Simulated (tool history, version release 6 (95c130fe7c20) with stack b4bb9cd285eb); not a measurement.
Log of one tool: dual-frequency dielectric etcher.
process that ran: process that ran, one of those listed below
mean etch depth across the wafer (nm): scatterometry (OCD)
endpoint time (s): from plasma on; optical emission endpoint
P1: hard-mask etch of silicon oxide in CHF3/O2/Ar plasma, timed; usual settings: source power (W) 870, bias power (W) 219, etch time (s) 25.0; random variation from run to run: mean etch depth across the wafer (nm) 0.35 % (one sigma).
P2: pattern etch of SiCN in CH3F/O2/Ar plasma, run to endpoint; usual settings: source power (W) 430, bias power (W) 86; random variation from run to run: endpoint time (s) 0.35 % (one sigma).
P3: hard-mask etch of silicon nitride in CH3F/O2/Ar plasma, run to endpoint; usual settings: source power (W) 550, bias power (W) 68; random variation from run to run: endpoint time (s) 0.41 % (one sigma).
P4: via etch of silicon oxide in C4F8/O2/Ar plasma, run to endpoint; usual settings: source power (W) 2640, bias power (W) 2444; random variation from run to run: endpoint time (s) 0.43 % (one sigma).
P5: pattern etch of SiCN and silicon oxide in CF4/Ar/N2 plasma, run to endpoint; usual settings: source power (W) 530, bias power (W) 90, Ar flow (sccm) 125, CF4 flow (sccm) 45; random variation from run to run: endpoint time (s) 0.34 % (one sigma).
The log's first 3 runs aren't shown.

run  hour  process that ran  source power (W)  bias power (W)  etch time (s)  Ar flow (sccm)  CF4 flow (sccm)  mean etch depth across the wafer (nm)  endpoint time (s)
  4  21.0                P5               530              90                            125               61                                                    17.097
  5  25.0                P2               430              86                                                                                                    32.231
  6  31.3                P5               530              66                            125               45                                                    20.200
  7  37.6                P4              2640            1682                                                                                                   168.000
  8  42.5                P1              1120             219           25.0                                                                  67.626
  9  45.5                P1               870             219           14.0                                                                  34.483
 10  51.2                P2               580              86                                                                                                    28.722
 11  54.6                P5               530              90                            171               45                                                    18.747
 12  60.9                P3               550              68                                                                                                    71.753
     61.3  -- bias power generator calibrated
 13  65.3                P4              2640            2444                                                                                                   151.510
 14  70.8                P3               690              68                                                                                                    65.315
 15  74.8                P1               870             308           25.0                                                                  69.732
 16  78.1                P1               700             219           25.0                                                                  56.569
 17  83.2                P2               430              86                                                                                                    32.346
 18  86.4                P5               530              90                            125               45                                                    17.979
 19  90.6                P1               870             219           25.0                                                                  60.870

Forecast run 20:
 20  94.4                P1              1220             219           14.5                                                                       ?

{"run 20": {"mean etch depth across the wafer (nm)": 40.595}}

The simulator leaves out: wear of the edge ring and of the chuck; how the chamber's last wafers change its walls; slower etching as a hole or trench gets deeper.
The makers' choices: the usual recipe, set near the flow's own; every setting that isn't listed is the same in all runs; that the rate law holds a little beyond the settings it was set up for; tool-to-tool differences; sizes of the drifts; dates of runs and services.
